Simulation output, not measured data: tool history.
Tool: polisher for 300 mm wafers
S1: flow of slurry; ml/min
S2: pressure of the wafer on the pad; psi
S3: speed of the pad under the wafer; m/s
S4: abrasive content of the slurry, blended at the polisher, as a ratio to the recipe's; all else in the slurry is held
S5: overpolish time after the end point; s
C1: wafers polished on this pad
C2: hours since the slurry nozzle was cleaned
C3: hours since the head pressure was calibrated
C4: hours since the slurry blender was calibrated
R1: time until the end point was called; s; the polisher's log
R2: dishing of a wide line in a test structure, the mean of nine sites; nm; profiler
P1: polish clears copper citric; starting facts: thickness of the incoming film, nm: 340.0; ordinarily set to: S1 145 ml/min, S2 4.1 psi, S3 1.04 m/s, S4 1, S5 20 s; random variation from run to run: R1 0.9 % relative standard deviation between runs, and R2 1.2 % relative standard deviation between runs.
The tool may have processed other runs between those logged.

run 1 hour=9.4 | S1=145 S2=4.1 S3=1.04 S4=1 S5=20 | C1=879 C2=100.7 C3=180.3 C4=241.5 | R1=119.88 R2=40.267
run 2 hour=16.6 | S1=220 S2=4.1 S3=0.76 S4=1 S5=20 | C1=912 C2=107.9 C3=187.5 C4=248.7 | R1=153.44 R2=32.517
run 3 hour=26.2 | S1=145 S2=4.1 S3=1.04 S4=1 S5=6 | C1=956 C2=117.5 C3=197.1 C4=258.3 | R1=121.85 R2=13.32
run 4 hour=32.5 | S1=145 S2=4.1 S3=1.04 S4=1 S5=20 | C1=985 C2=123.8 C3=203.4 C4=264.6 | R1=122.63 R2=40.138
run 5 hour=40.9 | S1=145 S2=4.1 S3=1.04 S4=1 S5=20 | C1=1023 C2=132.2 C3=211.8 C4=273 | R1=119.58 R2=39.028
run 6 hour=50 | S1=85 S2=4.1 S3=1.04 S4=1 S5=20 | C1=1065 C2=141.3 C3=220.9 C4=282.1 | R1=134.88 R2=35.649
run 7 hour=56.3 | S1=145 S2=1.8 S3=1.04 S4=1 S5=20 | C1=1094 C2=147.6 C3=227.2 C4=288.4 | R1=262.08 R2=18.563
run 8 hour=66.1 | S1=205 S2=4.1 S3=1.04 S4=1 S5=20 | C1=1139 C2=157.4 C3=237 C4=298.2 | R1=114.9 R2=42.02
run 9 hour=72.1 | S1=145 S2=4.1 S3=1.04 S4=1.5 S5=20 | C1=1166 C2=163.4 C3=243 C4=304.2 | R1=111.49 R2=43.355
run 10 hour=77.3 | S1=145 S2=4.1 S3=1.04 S4=1 S5=20 | C1=1190 C2=168.6 C3=248.2 C4=309.4 | R1=121.55 R2=39.921
run 11 hour=84.3 | S1=145 S2=4.1 S3=1.04 S4=1 S5=36 | C1=1223 C2=175.6 C3=255.2 C4=316.4 | R1=119.45 R2=63.733
run 12 hour=91.8 | S1=145 S2=4.1 S3=1.04 S4=0.55 S5=20 | C1=1257 C2=183.1 C3=262.7 C4=323.9 | R1=134.65 R2=35.726
run 13 hour=97.3 | S1=145 S2=4.1 S3=1.3 S4=1 S5=20 | C1=1282 C2=188.6 C3=268.2 C4=329.4 | R1=96.524 R2=47.249
run 14 hour=104.4 | S1=145 S2=2.2 S3=1.04 S4=0.7 S5=20 | C1=1315 C2=195.7 C3=275.3 C4=336.5 | R1=238.2 R2=21.318
run 15 hour=112.9 | S1=145 S2=4.1 S3=0.46 S4=1 S5=20 | C1=1354 C2=204.2 C3=283.8 C4=345 | R1=266.13 R2=19.43
run 16 hour=118.4 | S1=145 S2=6.1 S3=1.04 S4=1 S5=20 | C1=1379 C2=209.7 C3=289.3 C4=350.5 | R1=81.625 R2=55.63
run 17 hour=124.1 | S1=145 S2=4.1 S3=1.04 S4=1 S5=20 | C1=1405 C2=215.4 C3=295 C4=356.2 | R1=119.8 R2=39.45
run 18 hour=130.8 | S1=210 S2=4.1 S3=1.04 S4=1.3 S5=20 | C1=1436 C2=222.1 C3=301.7 C4=362.9 | R1=108.2 R2=43.905
run 19 hour=141.9 | S1=145 S2=4.1 S3=1.04 S4=1 S5=20 | C1=1487 C2=233.2 C3=312.8 C4=374 | R1=120.4 R2=39.479
run 20 hour=152.4 | S1=145 S2=4.1 S3=1.04 S4=1 S5=20 | C1=1535 C2=243.7 C3=323.3 C4=384.5 | R1=123.31 R2=39.425
run 21 hour=160.9 | S1=145 S2=4.1 S3=1.04 S4=1 S5=20 | C1=1574 C2=252.2 C3=331.8 C4=393 | R1=129.03 R2=38.077
run 22 hour=166.4 | S1=145 S2=4.1 S3=1.04 S4=1 S5=20 | C1=1599 C2=257.7 C3=337.3 C4=398.5 | R1=128.7 R2=37.751
run 23 hour=172.7 | S1=145 S2=4.1 S3=1.04 S4=1 S5=20 | C1=1628 C2=264 C3=343.6 C4=404.8 | R1=133.02 R2=37.132
-- hour=176 head pressure recalibrated
run 24 hour=182.3 | S1=145 S2=4.1 S3=1.04 S4=1 S5=20 | C1=1672 C2=273.6 C3=6.4 C4=414.4 | R1=132.21 R2=36.688
-- hour=188.5 slurry blender recalibrated
run 25 hour=190.3 | S1=145 S2=4.1 S3=1.04 S4=1 S5=20 | C1=1709 C2=281.6 C3=14.4 C4=1.8 | R1=131.35 R2=36.171
run 26 hour=198 | S1=145 S2=4.1 S3=1.04 S4=1 S5=20 | C1=1745 C2=289.3 C3=22.1 C4=9.5 | R1=134.23 R2=36.839
run 27 hour=205.2 | S1=145 S2=4.1 S3=1.04 S4=1 S5=20 | C1=1778 C2=296.5 C3=29.3 C4=16.7 | R1=133.04 R2=35.975
run 28 hour=215 | S1=145 S2=4.1 S3=1.04 S4=1 S5=20 | C1=1823 C2=306.3 C3=39.1 C4=26.5 | R1=134.13 R2=35.509
run 29 hour=223.9 | S1=145 S2=4.1 S3=1.04 S4=1 S5=20 | C1=1863 C2=315.2 C3=48 C4=35.4 | R1=134.33 R2=35.967

The output of P1 has drifted from where it used to be. Each of the 2 causes below, taken at the size shown beside it, accounts for the log equally well:
A: removal rate lost through wear of the pad, % = 10.6
B: slurry flow missing at the pad, % = 39.3
The gradual shift began around hour 141.9.
The rest of the possible causes, and what rules out each one:
head's pressure below its setpoint, %: serviced at hour 176, which brought nothing back
abrasive missing from the slurry, %: serviced at hour 188.5, which brought nothing back

4 check runs are offered, each on 2 wafers whose results are averaged, their results left as question marks. Which one tells the causes apart?
run check 1 hour=232.8 | S1=145 S2=4.1 S3=0.5 S4=1 S5=20 | R1=? R2=?
run check 2 hour=232.8 | S1=145 S2=4.1 S3=1.04 S4=0.8 S5=20 | R1=? R2=?
run check 3 hour=232.8 | S1=145 S2=4.1 S3=1.04 S4=1 S5=6 | R1=? R2=?
run check 4 hour=232.8 | S1=95 S2=4.1 S3=1.04 S4=0.75 S5=20 | R1=? R2=?

What every check run would give for each of its results, assuming each possible cause in turn:
check=check_1 result=R1 if_A=274.85 if_B=274.92
check=check_1 result=R2 if_A=18.848 if_B=18.844
check=check_2 result=R1 if_A=141.07 if_B=141.11
check=check_2 result=R2 if_A=34.466 if_B=34.458
check=check_3 result=R1 if_A=134.57 if_B=134.61
check=check_3 result=R2 if_A=11.841 if_B=11.838
check=check_4 result=R1 if_A=156.71 if_B=164.76
check=check_4 result=R2 if_A=31.422 if_B=30.056
Distance between the nearest two causes, measured in the result of the check that separates them most: check 1 0.03 %; check 2 0.03 %; check 3 0.03 %; check 4 5 %
Only in check 4 would the causes give clearly different results; in the remaining checks their results would be nearly the same.

With check 4 done, the readings were: R1 164.7 s; R2 29.885 nm. Identify which of the listed causes applies.

It was cause B: slurry flow missing at the pad, %.
